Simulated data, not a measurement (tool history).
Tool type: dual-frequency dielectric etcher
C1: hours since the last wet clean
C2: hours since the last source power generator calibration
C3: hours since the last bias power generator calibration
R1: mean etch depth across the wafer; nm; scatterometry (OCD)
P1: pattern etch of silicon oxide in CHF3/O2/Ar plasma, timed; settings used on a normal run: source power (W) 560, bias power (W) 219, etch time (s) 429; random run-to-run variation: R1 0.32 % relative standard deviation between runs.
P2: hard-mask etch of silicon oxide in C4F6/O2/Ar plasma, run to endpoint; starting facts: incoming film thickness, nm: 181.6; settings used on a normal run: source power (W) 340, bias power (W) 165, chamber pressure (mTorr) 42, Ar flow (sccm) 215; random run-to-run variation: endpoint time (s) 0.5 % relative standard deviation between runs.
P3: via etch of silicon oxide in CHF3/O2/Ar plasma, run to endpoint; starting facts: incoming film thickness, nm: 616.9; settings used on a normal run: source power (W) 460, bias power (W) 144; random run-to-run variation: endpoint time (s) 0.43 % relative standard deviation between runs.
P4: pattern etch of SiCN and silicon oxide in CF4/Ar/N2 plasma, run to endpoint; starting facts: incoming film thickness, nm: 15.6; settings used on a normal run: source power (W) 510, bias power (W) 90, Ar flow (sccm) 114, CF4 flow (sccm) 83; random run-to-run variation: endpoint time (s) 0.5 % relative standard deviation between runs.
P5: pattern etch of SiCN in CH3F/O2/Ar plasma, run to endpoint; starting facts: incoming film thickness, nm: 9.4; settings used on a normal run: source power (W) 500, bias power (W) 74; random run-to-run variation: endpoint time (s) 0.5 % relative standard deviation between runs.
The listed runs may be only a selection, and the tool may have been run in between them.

{"run": 1, "hour": 7.9, "process that ran": "P1", "source power (W)": 560, "bias power (W)": 219, "etch time (s)": 429, "C1": 93.7, "C2": 1920, "C3": 1905.1, "R1": 910.86}
{"run": 2, "hour": 16.3, "process that ran": "P5", "source power (W)": 500, "bias power (W)": 74, "C1": 102.1, "C2": 1928.4, "C3": 1913.5, "endpoint time (s)": 23.046}
{"run": 3, "hour": 20.7, "process that ran": "P1", "source power (W)": 560, "bias power (W)": 219, "etch time (s)": 429, "C1": 106.5, "C2": 1932.8, "C3": 1917.9, "R1": 902.13}
{"run": 4, "hour": 28.7, "process that ran": "P5", "source power (W)": 500, "bias power (W)": 48, "C1": 114.5, "C2": 1940.8, "C3": 1925.9, "endpoint time (s)": 26.775}
{"run": 5, "hour": 34.8, "process that ran": "P4", "source power (W)": 400, "bias power (W)": 90, "Ar flow (sccm)": 114, "CF4 flow (sccm)": 83, "C1": 120.6, "C2": 1946.9, "C3": 1932, "endpoint time (s)": 18.402}
{"run": 6, "hour": 40.6, "process that ran": "P1", "source power (W)": 560, "bias power (W)": 219, "etch time (s)": 297.5, "C1": 126.4, "C2": 1952.7, "C3": 1937.8, "R1": 632.11}
{"run": 7, "hour": 45.3, "process that ran": "P1", "source power (W)": 740, "bias power (W)": 219, "etch time (s)": 429, "C1": 131.1, "C2": 1957.4, "C3": 1942.5, "R1": 1012.1}
{"run": 8, "hour": 49.1, "process that ran": "P3", "source power (W)": 460, "bias power (W)": 144, "C1": 134.9, "C2": 1961.2, "C3": 1946.3, "endpoint time (s)": 374.02}
{"run": 9, "hour": 56.4, "process that ran": "P1", "source power (W)": 350, "bias power (W)": 219, "etch time (s)": 429, "C1": 142.2, "C2": 1968.5, "C3": 1953.6, "R1": 762.48}
{"run": 10, "hour": 61.9, "process that ran": "P1", "source power (W)": 710, "bias power (W)": 219, "etch time (s)": 236, "C1": 147.7, "C2": 1974, "C3": 1959.1, "R1": 544.74}
{"run": 11, "hour": 70.5, "process that ran": "P1", "source power (W)": 560, "bias power (W)": 173, "etch time (s)": 429, "C1": 156.3, "C2": 1982.6, "C3": 1967.7, "R1": 841.65}
{"run": 12, "hour": 75.8, "process that ran": "P2", "source power (W)": 340, "bias power (W)": 229, "Ar flow (sccm)": 215, "chamber pressure (mTorr)": 42, "C1": 161.6, "C2": 1987.9, "C3": 1973, "endpoint time (s)": 58.569}
{"run": 13, "hour": 83.6, "process that ran": "P2", "source power (W)": 250, "bias power (W)": 165, "Ar flow (sccm)": 215, "chamber pressure (mTorr)": 42, "C1": 169.4, "C2": 1995.7, "C3": 1980.8, "endpoint time (s)": 72.427}
{"run": 14, "hour": 90.1, "process that ran": "P4", "source power (W)": 510, "bias power (W)": 90, "Ar flow (sccm)": 114, "CF4 flow (sccm)": 102, "C1": 175.9, "C2": 2002.2, "C3": 1987.3, "endpoint time (s)": 14.52}
{"run": 15, "hour": 98.3, "process that ran": "P3", "source power (W)": 290, "bias power (W)": 144, "C1": 184.1, "C2": 2010.4, "C3": 1995.5, "endpoint time (s)": 444.98}
{"run": 16, "hour": 105.4, "process that ran": "P4", "source power (W)": 510, "bias power (W)": 114, "Ar flow (sccm)": 114, "CF4 flow (sccm)": 83, "C1": 191.2, "C2": 2017.5, "C3": 2002.6, "endpoint time (s)": 13.744}
{"run": 17, "hour": 114.0, "process that ran": "P2", "source power (W)": 340, "bias power (W)": 165, "Ar flow (sccm)": 215, "chamber pressure (mTorr)": 42, "C1": 199.8, "C2": 2026.1, "C3": 2011.2, "endpoint time (s)": 64.33}
{"run": 18, "hour": 120.3, "process that ran": "P1", "source power (W)": 420, "bias power (W)": 177, "etch time (s)": 429, "C1": 206.1, "C2": 2032.4, "C3": 2017.5, "R1": 757.05}
{"run": 19, "hour": 125.0, "process that ran": "P2", "source power (W)": 340, "bias power (W)": 165, "Ar flow (sccm)": 135, "chamber pressure (mTorr)": 42, "C1": 210.8, "C2": 2037.1, "C3": 2022.2, "endpoint time (s)": 61.44}
{"run": 20, "hour": 130.5, "process that ran": "P4", "source power (W)": 510, "bias power (W)": 90, "Ar flow (sccm)": 114, "CF4 flow (sccm)": 83, "C1": 216.3, "C2": 2042.6, "C3": 2027.7, "endpoint time (s)": 14.757}
{"run": 21, "hour": 138.1, "process that ran": "P4", "source power (W)": 510, "bias power (W)": 90, "Ar flow (sccm)": 71, "CF4 flow (sccm)": 83, "C1": 223.9, "C2": 2050.2, "C3": 2035.3, "endpoint time (s)": 13.951}
{"run": 22, "hour": 143.4, "process that ran": "P5", "source power (W)": 330, "bias power (W)": 74, "C1": 229.2, "C2": 2055.5, "C3": 2040.6, "endpoint time (s)": 27.14}
{"run": 23, "hour": 148.0, "process that ran": "P1", "source power (W)": 560, "bias power (W)": 219, "etch time (s)": 429, "C1": 233.8, "C2": 2060.1, "C3": 2045.2, "R1": 911.9}
{"run": 24, "hour": 155.9, "process that ran": "P2", "source power (W)": 340, "bias power (W)": 165, "Ar flow (sccm)": 215, "chamber pressure (mTorr)": 42, "C1": 241.7, "C2": 2068, "C3": 2053.1, "endpoint time (s)": 65.292}
{"run": 25, "hour": 162.3, "process that ran": "P5", "source power (W)": 500, "bias power (W)": 74, "C1": 248.1, "C2": 2074.4, "C3": 2059.5, "endpoint time (s)": 23.193}
{"run": 26, "hour": 168.4, "process that ran": "P1", "source power (W)": 560, "bias power (W)": 285, "etch time (s)": 429, "C1": 254.2, "C2": 2080.5, "C3": 2065.6, "R1": 992.12}
{"run": 27, "hour": 173.7, "process that ran": "P1", "source power (W)": 400, "bias power (W)": 163, "etch time (s)": 429, "C1": 259.5, "C2": 2085.8, "C3": 2070.9, "R1": 723.89}
{"run": 28, "hour": 180.8, "process that ran": "P1", "source power (W)": 560, "bias power (W)": 219, "etch time (s)": 429, "C1": 266.6, "C2": 2092.9, "C3": 2078, "R1": 910.64}
{"run": 29, "hour": 184.8, "process that ran": "P3", "source power (W)": 460, "bias power (W)": 204, "C1": 270.6, "C2": 2096.9, "C3": 2082, "endpoint time (s)": 330.49}
{"run": 30, "hour": 190.0, "process that ran": "P1", "source power (W)": 560, "bias power (W)": 219, "etch time (s)": 543, "C1": 275.8, "C2": 2102.1, "C3": 2087.2, "R1": 1153.6}
{"run": 31, "hour": 198.3, "process that ran": "P2", "source power (W)": 340, "bias power (W)": 165, "Ar flow (sccm)": 215, "chamber pressure (mTorr)": 50, "C1": 284.1, "C2": 2110.4, "C3": 2095.5, "endpoint time (s)": 66.274}
{"run": 32, "hour": 202.2, "process that ran": "P1", "source power (W)": 560, "bias power (W)": 219, "etch time (s)": 429, "C1": 288, "C2": 2114.3, "C3": 2099.4, "R1": 908.41}

Predict the results of run 33:
{"run": 33, "hour": 210.4, "process that ran": "P1", "source power (W)": 560, "bias power (W)": 219, "etch time (s)": 429, "C1": 296.2, "C2": 2122.5, "C3": 2107.6, "R1": "?"}

{"run 33": {"R1": 898.94}}
